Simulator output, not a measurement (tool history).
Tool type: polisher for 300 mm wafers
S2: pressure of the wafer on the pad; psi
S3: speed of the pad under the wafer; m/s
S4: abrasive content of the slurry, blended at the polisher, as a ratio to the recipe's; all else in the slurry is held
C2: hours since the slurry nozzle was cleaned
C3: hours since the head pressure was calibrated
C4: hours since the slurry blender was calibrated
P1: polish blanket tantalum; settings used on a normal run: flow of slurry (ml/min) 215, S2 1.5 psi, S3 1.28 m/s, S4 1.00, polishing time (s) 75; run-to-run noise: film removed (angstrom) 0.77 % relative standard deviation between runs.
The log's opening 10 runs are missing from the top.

run 11 day=3.008 | flow_of_slurry_(ml/min)=215 S2=1.5 S3=1.28 S4=1.35 polishing_time_(s)=75 | wafers_polished_on_this_pad=1091 C2=430.5 C3=1078.9 C4=8.1 | film_removed_(angstrom)=1304.60
run 12 day=3.338 | flow_of_slurry_(ml/min)=215 S2=1.5 S3=1.98 S4=1.00 polishing_time_(s)=75 | wafers_polished_on_this_pad=1150 C2=438.4 C3=1086.8 C4=16.0 | film_removed_(angstrom)=1879.30
run 13 day=3.650 | flow_of_slurry_(ml/min)=215 S2=1.5 S3=1.28 S4=1.00 polishing_time_(s)=75 | wafers_polished_on_this_pad=1205 C2=445.9 C3=1094.3 C4=23.5 | film_removed_(angstrom)=1222.60
run 14 day=3.879 | flow_of_slurry_(ml/min)=215 S2=2.2 S3=1.28 S4=1.00 polishing_time_(s)=75 | wafers_polished_on_this_pad=1246 C2=451.4 C3=1099.8 C4=29.0 | film_removed_(angstrom)=1767.40
run 15 day=4.125 | flow_of_slurry_(ml/min)=130 S2=1.5 S3=1.28 S4=1.00 polishing_time_(s)=75 | wafers_polished_on_this_pad=1290 C2=457.3 C3=1105.7 C4=34.9 | film_removed_(angstrom)=1126.00
run 16 day=4.338 | flow_of_slurry_(ml/min)=130 S2=1.5 S3=1.90 S4=1.00 polishing_time_(s)=75 | wafers_polished_on_this_pad=1328 C2=462.4 C3=1110.8 C4=40.0 | film_removed_(angstrom)=1670.60
run 17 day=4.642 | flow_of_slurry_(ml/min)=215 S2=1.5 S3=1.28 S4=1.00 polishing_time_(s)=75 | wafers_polished_on_this_pad=1382 C2=469.7 C3=1118.1 C4=47.3 | film_removed_(angstrom)=1196.70
run 18 day=4.904 | flow_of_slurry_(ml/min)=215 S2=1.5 S3=1.28 S4=1.00 polishing_time_(s)=75 | wafers_polished_on_this_pad=1429 C2=476.0 C3=1124.4 C4=53.6 | film_removed_(angstrom)=1212.40
run 19 day=5.279 | flow_of_slurry_(ml/min)=215 S2=1.5 S3=1.28 S4=1.00 polishing_time_(s)=75 | wafers_polished_on_this_pad=1495 C2=485.0 C3=1133.4 C4=62.6 | film_removed_(angstrom)=1219.00
run 20 day=5.508 | flow_of_slurry_(ml/min)=215 S2=1.5 S3=1.28 S4=1.00 polishing_time_(s)=75 | wafers_polished_on_this_pad=1536 C2=490.5 C3=1138.9 C4=68.1 | film_removed_(angstrom)=1177.20
run 21 day=5.738 | flow_of_slurry_(ml/min)=215 S2=1.5 S3=1.28 S4=1.00 polishing_time_(s)=75 | wafers_polished_on_this_pad=1577 C2=496.0 C3=1144.4 C4=73.6 | film_removed_(angstrom)=1155.90
run 22 day=6.175 | flow_of_slurry_(ml/min)=215 S2=1.5 S3=1.28 S4=1.00 polishing_time_(s)=75 | wafers_polished_on_this_pad=1655 C2=506.5 C3=1154.9 C4=84.1 | film_removed_(angstrom)=1137.00
run 23 day=6.417 | flow_of_slurry_(ml/min)=215 S2=1.5 S3=1.28 S4=1.00 polishing_time_(s)=75 | wafers_polished_on_this_pad=1698 C2=512.3 C3=1160.7 C4=89.9 | film_removed_(angstrom)=1119.10
-- day=6.704 slurry nozzle cleaned
run 24 day=6.846 | flow_of_slurry_(ml/min)=215 S2=1.5 S3=1.28 S4=1.00 polishing_time_(s)=75 | wafers_polished_on_this_pad=1774 C2=3.5 C3=1171.0 C4=100.2 | film_removed_(angstrom)=1099.10
run 25 day=7.062 | flow_of_slurry_(ml/min)=215 S2=1.5 S3=1.28 S4=1.00 polishing_time_(s)=75 | wafers_polished_on_this_pad=1812 C2=8.7 C3=1176.2 C4=105.4 | film_removed_(angstrom)=1109.10
run 26 day=7.412 | flow_of_slurry_(ml/min)=215 S2=1.5 S3=1.28 S4=1.00 polishing_time_(s)=75 | wafers_polished_on_this_pad=1875 C2=17.1 C3=1184.6 C4=113.8 | film_removed_(angstrom)=1083.00

What will run 27 give?
run 27 day=7.642 | flow_of_slurry_(ml/min)=215 S2=1.5 S3=1.28 S4=1.00 polishing_time_(s)=75 | wafers_polished_on_this_pad=1915 C2=22.6 C3=1190.1 C4=119.3 | film_removed_(angstrom)=?

Run 27 produced film removed (angstrom) 1085.60.

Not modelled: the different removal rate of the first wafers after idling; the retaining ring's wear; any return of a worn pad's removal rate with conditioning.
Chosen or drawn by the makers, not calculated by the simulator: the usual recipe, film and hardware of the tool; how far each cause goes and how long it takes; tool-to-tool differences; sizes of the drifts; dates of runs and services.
